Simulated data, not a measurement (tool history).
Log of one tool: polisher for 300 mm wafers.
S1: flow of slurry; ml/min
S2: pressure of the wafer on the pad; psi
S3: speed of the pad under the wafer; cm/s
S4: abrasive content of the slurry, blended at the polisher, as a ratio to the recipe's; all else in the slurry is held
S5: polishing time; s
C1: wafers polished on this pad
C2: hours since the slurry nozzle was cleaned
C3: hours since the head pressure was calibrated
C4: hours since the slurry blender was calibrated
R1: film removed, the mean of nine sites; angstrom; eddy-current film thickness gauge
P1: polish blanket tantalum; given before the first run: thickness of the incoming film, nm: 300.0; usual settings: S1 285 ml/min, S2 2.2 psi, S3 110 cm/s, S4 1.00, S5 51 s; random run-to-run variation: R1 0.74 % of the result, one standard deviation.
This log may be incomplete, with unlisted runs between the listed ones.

| run | hour | S1 | S2 | S3 | S4 | S5 | C1 | C2 | C3 | C4 | R1 |
|---|---|---|---|---|---|---|---|---|---|---|---|
| 1 | 2.1 | 285 | 2.2 | 110 | 1.00 | 51 | 476 | 142.6 | 276.5 | 77.1 | 1019.30 |
| 2 | 4.4 | 210 | 2.2 | 110 | 1.00 | 51 | 507 | 144.9 | 278.8 | 79.4 | 987.58 |
| 3 | 7.7 | 285 | 2.2 | 110 | 1.00 | 34 | 551 | 148.2 | 282.1 | 82.7 | 680.78 |
| 4 | 11.0 | 285 | 2.2 | 110 | 1.00 | 51 | 595 | 151.5 | 285.4 | 86.0 | 1011.80 |
| 5 | 13.8 | 285 | 2.2 | 110 | 1.00 | 77 | 633 | 154.3 | 288.2 | 88.8 | 1544.90 |
| 6 | 16.6 | 285 | 2.2 | 110 | 1.40 | 51 | 670 | 157.1 | 291.0 | 91.6 | 1110.40 |
| 7 | 20.0 | 285 | 2.2 | 170 | 1.00 | 51 | 716 | 160.5 | 294.4 | 95.0 | 1573.30 |
| 8 | 22.9 | 285 | 1.2 | 110 | 1.00 | 51 | 755 | 163.4 | 297.3 | 97.9 | 557.02 |
| 9 | 27.4 | 285 | 1.0 | 110 | 1.25 | 51 | 815 | 167.9 | 301.8 | 102.4 | 495.11 |
| 10 | 31.4 | 285 | 2.2 | 110 | 1.00 | 51 | 869 | 171.9 | 305.8 | 106.4 | 1028.10 |
| 11 | 33.7 | 170 | 2.2 | 162 | 1.00 | 51 | 900 | 174.2 | 308.1 | 108.7 | 1397.00 |
| 12 | 36.6 | 445 | 2.2 | 110 | 1.00 | 51 | 939 | 177.1 | 311.0 | 111.6 | 1064.20 |
| 13 | 39.7 | 285 | 2.2 | 62 | 1.00 | 51 | 980 | 180.2 | 314.1 | 114.7 | 565.18 |
| 14 | 44.1 | 285 | 2.2 | 110 | 1.00 | 51 | 1039 | 184.6 | 318.5 | 119.1 | 1018.00 |
| 15 | 47.9 | 285 | 3.0 | 110 | 1.00 | 51 | 1090 | 188.4 | 322.3 | 122.9 | 1389.80 |
| 16 | 51.2 | 285 | 2.2 | 110 | 0.60 | 51 | 1135 | 191.7 | 325.6 | 126.2 | 844.85 |
| 17 | 55.0 | 285 | 2.2 | 110 | 1.00 | 51 | 1186 | 195.5 | 329.4 | 130.0 | 1009.70 |
| 18 | 59.1 | 285 | 2.2 | 110 | 1.00 | 51 | 1241 | 199.6 | 333.5 | 134.1 | 1023.20 |
| 19 | 62.3 | 285 | 2.2 | 110 | 1.00 | 51 | 1284 | 202.8 | 336.7 | 137.3 | 1013.00 |
| 20 | 66.5 | 285 | 2.2 | 110 | 1.00 | 51 | 1340 | 207.0 | 340.9 | 141.5 | 983.62 |
| 21 | 70.1 | 285 | 2.2 | 110 | 1.00 | 51 | 1388 | 210.6 | 344.5 | 145.1 | 957.93 |
| 22 | 72.9 | 285 | 2.2 | 110 | 1.00 | 51 | 1426 | 213.4 | 347.3 | 147.9 | 949.91 |
| 23 | 75.0 | 285 | 2.2 | 110 | 1.00 | 51 | 1454 | 215.5 | 349.4 | 150.0 | 950.99 |
| 24 | 79.0 | 285 | 2.2 | 110 | 1.00 | 51 | 1508 | 219.5 | 353.4 | 154.0 | 935.33 |
| 25 | 83.5 | 285 | 2.2 | 110 | 1.00 | 51 | 1568 | 224.0 | 357.9 | 158.5 | 938.30 |
|  | 84.0 | worn pad replaced by a new one |
|  | 84.5 | slurry nozzle cleaned |
| 26 | 86.3 | 285 | 2.2 | 110 | 1.00 | 51 | 31 | 1.8 | 360.7 | 161.3 | 918.04 |
| 27 | 89.9 | 285 | 2.2 | 110 | 1.00 | 51 | 79 | 5.4 | 364.3 | 164.9 | 928.60 |
| 28 | 92.8 | 285 | 2.2 | 110 | 1.00 | 51 | 118 | 8.3 | 367.2 | 167.8 | 922.76 |
| 29 | 97.1 | 285 | 2.2 | 110 | 1.00 | 51 | 176 | 12.6 | 371.5 | 172.1 | 919.22 |

What P1 gives has crept away from where it was. These 2 causes fit the log equally well, each at the size given:
A: head's pressure below its setpoint, % = 9.84
B: abrasive missing from the slurry, % = 27.6
The drift started at roughly hour 62.3.
Every other cause this tool's parts could produce, and why it does not fit the log:
removal rate lost through wear of the pad, %: serviced at hour 84.0, after the change had begun; the process did not return to its earlier output
slurry flow missing at the pad, %: serviced at hour 84.5, after the change had begun; the process did not return to its earlier output

Each of the check runs listed below is run on 2 wafers and reports their average, with the results left as question marks. Pick the one under which the possible causes would lead to clearly different results.
| check 1 | 101.4 | 285 | 2.2 | 158 | 1.00 | 38 |  |  |  |  | ? |
| check 2 | 101.4 | 400 | 2.2 | 110 | 1.00 | 76 |  |  |  |  | ? |
| check 3 | 101.4 | 285 | 1.3 | 110 | 1.00 | 51 |  |  |  |  | ? |
| check 4 | 101.4 | 285 | 2.2 | 110 | 0.60 | 71 |  |  |  |  | ? |

What each check would give under each cause:
| check | result | if A | if B |
|---|---|---|---|
| check 1 | R1 | 983.83 | 984.03 |
| check 2 | R1 | 1408.10 | 1408.40 |
| check 3 | R1 | 543.21 | 543.31 |
| check 4 | R1 | 1075.00 | 1034.60 |
Separation of the two closest causes in each check, using whichever result separates them best: check 1 0.02 %; check 2 0.02 %; check 3 0.02 %; check 4 3.83 %
Only in check 4 would the causes give clearly different results; in the remaining checks their results would be nearly the same.

Then check 4 was run and gave: R1 1086.50 angstrom. Which cause is it?

The correct cause is A, namely: head's pressure below its setpoint, %.

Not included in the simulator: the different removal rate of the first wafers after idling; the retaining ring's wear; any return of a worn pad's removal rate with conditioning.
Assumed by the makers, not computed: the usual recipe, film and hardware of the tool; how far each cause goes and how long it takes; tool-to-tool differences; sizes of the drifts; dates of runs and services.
